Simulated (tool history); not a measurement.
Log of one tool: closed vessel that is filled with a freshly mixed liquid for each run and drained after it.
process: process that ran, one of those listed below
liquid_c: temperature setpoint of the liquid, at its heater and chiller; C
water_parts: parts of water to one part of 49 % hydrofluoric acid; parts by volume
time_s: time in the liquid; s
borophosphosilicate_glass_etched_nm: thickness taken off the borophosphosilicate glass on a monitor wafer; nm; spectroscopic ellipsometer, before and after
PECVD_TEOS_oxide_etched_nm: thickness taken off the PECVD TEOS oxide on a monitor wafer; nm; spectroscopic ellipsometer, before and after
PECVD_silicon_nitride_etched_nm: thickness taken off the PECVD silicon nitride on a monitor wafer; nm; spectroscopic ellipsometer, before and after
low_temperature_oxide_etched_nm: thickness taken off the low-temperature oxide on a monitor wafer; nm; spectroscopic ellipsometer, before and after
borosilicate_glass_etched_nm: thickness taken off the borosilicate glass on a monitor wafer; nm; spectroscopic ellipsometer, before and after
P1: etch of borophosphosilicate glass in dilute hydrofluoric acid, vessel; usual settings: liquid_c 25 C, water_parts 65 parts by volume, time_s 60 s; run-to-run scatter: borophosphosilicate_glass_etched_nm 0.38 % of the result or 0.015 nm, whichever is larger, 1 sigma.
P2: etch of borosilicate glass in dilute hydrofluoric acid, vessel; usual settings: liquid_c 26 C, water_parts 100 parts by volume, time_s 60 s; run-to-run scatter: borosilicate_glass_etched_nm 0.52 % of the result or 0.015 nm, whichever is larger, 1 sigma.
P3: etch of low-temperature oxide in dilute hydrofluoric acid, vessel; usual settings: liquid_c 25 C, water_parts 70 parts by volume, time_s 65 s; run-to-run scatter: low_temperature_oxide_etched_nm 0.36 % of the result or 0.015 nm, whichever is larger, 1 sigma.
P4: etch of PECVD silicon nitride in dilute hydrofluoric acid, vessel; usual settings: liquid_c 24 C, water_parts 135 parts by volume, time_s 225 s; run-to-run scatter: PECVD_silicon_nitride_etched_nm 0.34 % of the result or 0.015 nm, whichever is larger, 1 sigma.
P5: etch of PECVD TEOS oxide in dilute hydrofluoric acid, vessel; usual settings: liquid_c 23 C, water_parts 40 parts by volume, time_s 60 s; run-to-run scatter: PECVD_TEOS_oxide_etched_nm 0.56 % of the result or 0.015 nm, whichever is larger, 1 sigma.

| run | hour | process | liquid_c | water_parts | time_s | hours since the thermometer was replaced | hours since the hydrofluoric acid flow meter was replaced | borophosphosilicate_glass_etched_nm | PECVD_TEOS_oxide_etched_nm | PECVD_silicon_nitride_etched_nm | low_temperature_oxide_etched_nm | borosilicate_glass_etched_nm |
|---|---|---|---|---|---|---|---|---|---|---|---|---|
| 1 | 4.8 | P1 | 25 | 65 | 60 | 1750.3 | 267 | 52.473 |  |  |  |  |
| 2 | 9.3 | P5 | 23 | 20 | 60 | 1754.8 | 271.5 |  | 46.304 |  |  |  |
| 3 | 15 | P4 | 24 | 220 | 225 | 1760.5 | 277.2 |  |  | 5.8464 |  |  |
| 4 | 22.6 | P3 | 25 | 70 | 30 | 1768.1 | 284.8 |  |  |  | 4.9249 |  |
| 5 | 31.2 | P1 | 18 | 90 | 60 | 1776.7 | 293.4 | 27.511 |  |  |  |  |
| 6 | 40.7 | P4 | 24 | 135 | 225 | 1786.2 | 302.9 |  |  | 9.4272 |  |  |
| 7 | 47.3 | P2 | 26 | 100 | 95 | 1792.8 | 309.5 |  |  |  |  | 16.455 |
| 8 | 54 | P5 | 23 | 40 | 60 | 1799.5 | 316.2 |  | 22.659 |  |  |  |
| 9 | 63.6 | P1 | 25 | 65 | 30 | 1809.1 | 325.8 | 26.195 |  |  |  |  |
| 10 | 72.8 | P2 | 21 | 100 | 60 | 1818.3 | 335 |  |  |  |  | 8.5413 |
| 11 | 80.4 | P1 | 25 | 65 | 105 | 1825.9 | 342.6 | 91.253 |  |  |  |  |
| 12 | 90.6 | P1 | 18 | 65 | 60 | 1836.1 | 352.8 | 39.037 |  |  |  |  |
| 13 | 100.1 | P1 | 25 | 30 | 60 | 1845.6 | 362.3 | 118.13 |  |  |  |  |
| 14 | 108.3 | P4 | 24 | 135 | 415 | 1853.8 | 370.5 |  |  | 17.31 |  |  |
| 15 | 116 | P1 | 25 | 90 | 60 | 1861.5 | 378.2 | 36.719 |  |  |  |  |
| 16 | 121.2 | P3 | 25 | 70 | 65 | 1866.7 | 383.4 |  |  |  | 10.654 |  |
| 17 | 126.3 | P1 | 25 | 65 | 60 | 1871.8 | 388.5 | 51.95 |  |  |  |  |
| 18 | 135.2 | P5 | 17 | 40 | 60 | 1880.7 | 397.4 |  | 17.548 |  |  |  |
| 19 | 142.6 | P4 | 20 | 135 | 225 | 1888.1 | 404.8 |  |  | 7.2128 |  |  |
| 20 | 148.2 | P2 | 26 | 45 | 60 | 1893.7 | 410.4 |  |  |  |  | 24.979 |
| 21 | 156.4 | P1 | 25 | 65 | 60 | 1901.9 | 418.6 | 52.34 |  |  |  |  |
| 22 | 166.6 | P3 | 32 | 70 | 65 | 1912.1 | 428.8 |  |  |  | 14.111 |  |
| 23 | 176.5 | P1 | 31 | 65 | 60 | 1922 | 438.7 | 66.119 |  |  |  |  |
| 24 | 183.6 | P3 | 25 | 30 | 65 | 1929.1 | 445.8 |  |  |  | 26.308 |  |
| 25 | 193.5 | P2 | 26 | 100 | 60 | 1939 | 455.7 |  |  |  |  | 10.43 |
| 26 | 202.6 | P1 | 25 | 65 | 60 | 1948.1 | 464.8 | 52.288 |  |  |  |  |
| 27 | 209.7 | P2 | 26 | 100 | 60 | 1955.2 | 471.9 |  |  |  |  | 10.5 |
| 28 | 217.3 | P5 | 23 | 40 | 115 | 1962.8 | 479.5 |  | 43.247 |  |  |  |
| 29 | 222.2 | P3 | 25 | 70 | 65 | 1967.7 | 484.4 |  |  |  | 10.671 |  |
| 30 | 232 | P1 | 25 | 65 | 60 | 1977.5 | 494.2 | 52.22 |  |  |  |  |
| 31 | 240.4 | P1 | 25 | 65 | 60 | 1985.9 | 502.6 | 50.065 |  |  |  |  |
| 32 | 245.4 | P1 | 25 | 65 | 60 | 1990.9 | 507.6 | 49.19 |  |  |  |  |
| 33 | 253.2 | P1 | 25 | 65 | 60 | 1998.7 | 515.4 | 48.378 |  |  |  |  |
| 34 | 260.2 | P1 | 25 | 65 | 60 | 2005.7 | 522.4 | 48.215 |  |  |  |  |
| 35 | 269.6 | P1 | 25 | 65 | 60 | 2015.1 | 531.8 | 47.763 |  |  |  |  |
| 36 | 279.1 | P1 | 25 | 65 | 60 | 2024.6 | 541.3 | 47.96 |  |  |  |  |

What P1 gives has crept away from where it was. These 2 causes fit the log equally well, each at the size given:
A: liquid colder than its thermometer reads (K) = 2.24
B: hydrofluoric acid flow below the setpoint (%) = 8
The creep began at about hour 232.

4 check runs are offered, one wafer each, their results left as question marks. Which one tells the causes apart?
| check 1 | 288.6 | P3 | 25 | 45 | 65 |  |  |  |  |  | ? |  |
| check 2 | 288.6 | P4 | 24 | 220 | 330 |  |  |  |  | ? |  |  |
| check 3 | 288.6 | P5 | 19.5 | 40 | 105 |  |  |  | ? |  |  |  |
| check 4 | 288.6 | P2 | 21 | 100 | 60 |  |  |  |  |  |  | ? |

What each check would give under each cause:
| check | result | if A | if B |
|---|---|---|---|
| check 1 | low_temperature_oxide_etched_nm | 15.631 | 15.693 |
| check 2 | PECVD_silicon_nitride_etched_nm | 7.3993 | 7.8531 |
| check 3 | PECVD_TEOS_oxide_etched_nm | 31.061 | 31.356 |
| check 4 | borosilicate_glass_etched_nm | 7.8049 | 7.7955 |
How far apart the two closest causes lie, in the result that separates them most: check 1 0.4 %; check 2 5.95 %; check 3 0.94 %; check 4 0.12 %
Only check 2 tells the causes apart: in the others they would give nearly the same result.

Then check 2 was run and gave: PECVD_silicon_nitride_etched_nm 7.4323 nm. Which cause is it?

It is A: liquid colder than its thermometer reads (K).
